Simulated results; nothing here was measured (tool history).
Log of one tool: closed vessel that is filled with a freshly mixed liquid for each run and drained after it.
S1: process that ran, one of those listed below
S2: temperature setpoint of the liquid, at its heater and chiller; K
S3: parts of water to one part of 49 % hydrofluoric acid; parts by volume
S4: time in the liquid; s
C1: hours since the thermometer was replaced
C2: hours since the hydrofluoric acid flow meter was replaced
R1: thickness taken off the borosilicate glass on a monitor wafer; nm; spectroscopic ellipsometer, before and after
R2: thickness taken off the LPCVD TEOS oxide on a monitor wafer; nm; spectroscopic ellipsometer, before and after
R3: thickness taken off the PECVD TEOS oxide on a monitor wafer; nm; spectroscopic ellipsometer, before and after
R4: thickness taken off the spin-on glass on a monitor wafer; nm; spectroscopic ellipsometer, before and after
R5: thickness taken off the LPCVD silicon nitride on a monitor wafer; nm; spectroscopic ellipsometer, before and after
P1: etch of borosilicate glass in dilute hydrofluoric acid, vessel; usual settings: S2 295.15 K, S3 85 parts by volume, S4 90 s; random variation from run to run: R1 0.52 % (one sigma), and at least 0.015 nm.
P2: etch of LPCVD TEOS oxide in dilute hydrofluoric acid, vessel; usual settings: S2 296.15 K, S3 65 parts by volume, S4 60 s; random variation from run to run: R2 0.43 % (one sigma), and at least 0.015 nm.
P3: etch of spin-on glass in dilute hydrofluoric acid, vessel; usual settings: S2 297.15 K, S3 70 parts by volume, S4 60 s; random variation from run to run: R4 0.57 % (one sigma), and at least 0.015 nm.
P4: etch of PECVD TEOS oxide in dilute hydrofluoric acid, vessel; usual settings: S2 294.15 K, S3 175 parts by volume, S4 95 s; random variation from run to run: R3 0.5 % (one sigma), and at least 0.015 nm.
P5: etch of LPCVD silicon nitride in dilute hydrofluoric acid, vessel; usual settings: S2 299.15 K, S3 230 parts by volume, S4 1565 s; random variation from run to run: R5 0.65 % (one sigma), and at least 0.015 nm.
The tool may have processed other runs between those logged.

run 1 hour=8.0 | S1=P1 S2=295.15 S3=85 S4=90 | C1=979.4 C2=110.8 | R1=52.294
run 2 hour=11.8 | S1=P2 S2=296.15 S3=65 S4=60 | C1=983.2 C2=114.6 | R2=15.756
run 3 hour=17.4 | S1=P1 S2=302.15 S3=85 S4=90 | C1=988.8 C2=120.2 | R1=68.960
run 4 hour=24.8 | S1=P2 S2=296.15 S3=40 S4=60 | C1=996.2 C2=127.6 | R2=26.117
run 5 hour=31.3 | S1=P1 S2=295.15 S3=85 S4=45 | C1=1002.7 C2=134.1 | R1=26.166
run 6 hour=37.2 | S1=P4 S2=294.15 S3=175 S4=95 | C1=1008.6 C2=140.0 | R3=9.2708
run 7 hour=44.0 | S1=P3 S2=297.15 S3=100 S4=60 | C1=1015.4 C2=146.8 | R4=17.584
run 8 hour=48.5 | S1=P1 S2=295.15 S3=85 S4=90 | C1=1019.9 C2=151.3 | R1=52.756
run 9 hour=56.2 | S1=P1 S2=295.15 S3=85 S4=90 | C1=1027.6 C2=159.0 | R1=52.764
run 10 hour=61.0 | S1=P4 S2=290.15 S3=175 S4=95 | C1=1032.4 C2=163.8 | R3=7.9118
run 11 hour=68.9 | S1=P1 S2=290.15 S3=85 S4=90 | C1=1040.3 C2=171.7 | R1=43.034
run 12 hour=74.8 | S1=P3 S2=297.15 S3=70 S4=30 | C1=1046.2 C2=177.6 | R4=13.131
run 13 hour=79.4 | S1=P1 S2=295.15 S3=55 S4=140 | C1=1050.8 C2=182.2 | R1=130.400
run 14 hour=85.7 | S1=P1 S2=295.15 S3=85 S4=90 | C1=1057.1 C2=188.5 | R1=52.675
run 15 hour=90.9 | S1=P1 S2=295.15 S3=85 S4=90 | C1=1062.3 C2=193.7 | R1=52.666
run 16 hour=98.7 | S1=P5 S2=299.15 S3=230 S4=2630 | C1=1070.1 C2=201.5 | R5=6.6679
run 17 hour=103.4 | S1=P1 S2=290.15 S3=115 S4=90 | C1=1074.8 C2=206.2 | R1=30.613
run 18 hour=108.5 | S1=P1 S2=295.15 S3=85 S4=90 | C1=1079.9 C2=211.3 | R1=52.741
run 19 hour=114.8 | S1=P2 S2=292.15 S3=65 S4=60 | C1=1086.2 C2=217.6 | R2=13.191
run 20 hour=120.3 | S1=P1 S2=295.15 S3=85 S4=90 | C1=1091.7 C2=223.1 | R1=52.268
run 21 hour=127.2 | S1=P1 S2=295.15 S3=85 S4=135 | C1=1098.6 C2=230.0 | R1=77.631
run 22 hour=132.0 | S1=P1 S2=295.15 S3=125 S4=90 | C1=1103.4 C2=234.8 | R1=33.987
run 23 hour=136.7 | S1=P3 S2=291.65 S3=70 S4=60 | C1=1108.1 C2=239.5 | R4=20.767
run 24 hour=141.0 | S1=P5 S2=299.15 S3=230 S4=1565 | C1=1112.4 C2=243.8 | R5=3.9861
-- hour=143.2 hydrofluoric acid flow meter replaced
run 25 hour=149.1 | S1=P5 S2=303.65 S3=230 S4=1565 | C1=1120.5 C2=5.9 | R5=5.2121
run 26 hour=155.7 | S1=P2 S2=296.15 S3=65 S4=115 | C1=1127.1 C2=12.5 | R2=30.184
run 27 hour=161.6 | S1=P4 S2=294.15 S3=175 S4=135 | C1=1133.0 C2=18.4 | R3=13.2980
run 28 hour=168.6 | S1=P4 S2=294.15 S3=295 S4=95 | C1=1140.0 C2=25.4 | R3=4.8639
run 29 hour=175.5 | S1=P3 S2=297.15 S3=70 S4=60 | C1=1146.9 C2=32.3 | R4=26.011
run 30 hour=181.8 | S1=P1 S2=295.15 S3=40 S4=90 | C1=1153.2 C2=38.6 | R1=117.920
run 31 hour=189.8 | S1=P5 S2=299.15 S3=130 S4=1565 | C1=1161.2 C2=46.6 | R5=7.1351
run 32 hour=193.7 | S1=P1 S2=295.15 S3=85 S4=90 | C1=1165.1 C2=50.5 | R1=52.542
run 33 hour=200.6 | S1=P1 S2=295.15 S3=85 S4=90 | C1=1172.0 C2=57.4 | R1=53.857
run 34 hour=207.7 | S1=P1 S2=295.15 S3=85 S4=90 | C1=1179.1 C2=64.5 | R1=55.118
run 35 hour=213.0 | S1=P1 S2=295.15 S3=85 S4=90 | C1=1184.4 C2=69.8 | R1=56.038
run 36 hour=220.0 | S1=P1 S2=295.15 S3=85 S4=90 | C1=1191.4 C2=76.8 | R1=56.619
run 37 hour=226.8 | S1=P1 S2=295.15 S3=85 S4=90 | C1=1198.2 C2=83.6 | R1=56.998
run 38 hour=231.2 | S1=P1 S2=295.15 S3=85 S4=90 | C1=1202.6 C2=88.0 | R1=57.329
run 39 hour=235.9 | S1=P1 S2=295.15 S3=85 S4=90 | C1=1207.3 C2=92.7 | R1=56.774
run 40 hour=242.6 | S1=P1 S2=295.15 S3=85 S4=90 | C1=1214.0 C2=99.4 | R1=56.998
run 41 hour=248.7 | S1=P1 S2=295.15 S3=85 S4=90 | C1=1220.1 C2=105.5 | R1=57.673
run 42 hour=254.5 | S1=P1 S2=295.15 S3=85 S4=90 | C1=1225.9 C2=111.3 | R1=57.902
run 43 hour=260.6 | S1=P1 S2=295.15 S3=85 S4=90 | C1=1232.0 C2=117.4 | R1=57.003

The output of P1 has drifted from where it used to be. Each of the 2 causes below, taken at the size shown beside it, accounts for the log equally well:
A: liquid hotter than its thermometer reads (K) = 2.33
B: hydrofluoric acid flow above the setpoint (%) = 8.93
Onset of the creep was near hour 193.7.

Each of the 4 check runs below uses one wafer; its results are left as question marks. Which run tells the causes apart?
run check 1 hour=266.7 | S1=P4 S2=294.15 S3=175 S4=95 | R3=?
run check 2 hour=266.7 | S1=P2 S2=296.15 S3=65 S4=60 | R2=?
run check 3 hour=266.7 | S1=P3 S2=297.15 S3=70 S4=60 | R4=?
run check 4 hour=266.7 | S1=P5 S2=299.15 S3=230 S4=1565 | R5=?

Outcome of each check run for each possible cause:
check=check_1 result=R3 if_A=10.1820 if_B=10.2970
check=check_2 result=R2 if_A=17.282 if_B=17.242
check=check_3 result=R4 if_A=28.661 if_B=28.647
check=check_4 result=R5 if_A=4.6305 if_B=4.3794
Per check, the gap between the least separated pair of causes, taken in the result that splits them most: check 1 1.12 %; check 2 0.23 %; check 3 0.05 %; check 4 5.58 %
The other checks would show nearly matching results whichever cause is true, so check 4 is the only one that separates the causes.

After running check 4, the following was obtained: R5 4.5615 nm. Which cause does this point to?

A is the cause: liquid hotter than its thermometer reads (K).

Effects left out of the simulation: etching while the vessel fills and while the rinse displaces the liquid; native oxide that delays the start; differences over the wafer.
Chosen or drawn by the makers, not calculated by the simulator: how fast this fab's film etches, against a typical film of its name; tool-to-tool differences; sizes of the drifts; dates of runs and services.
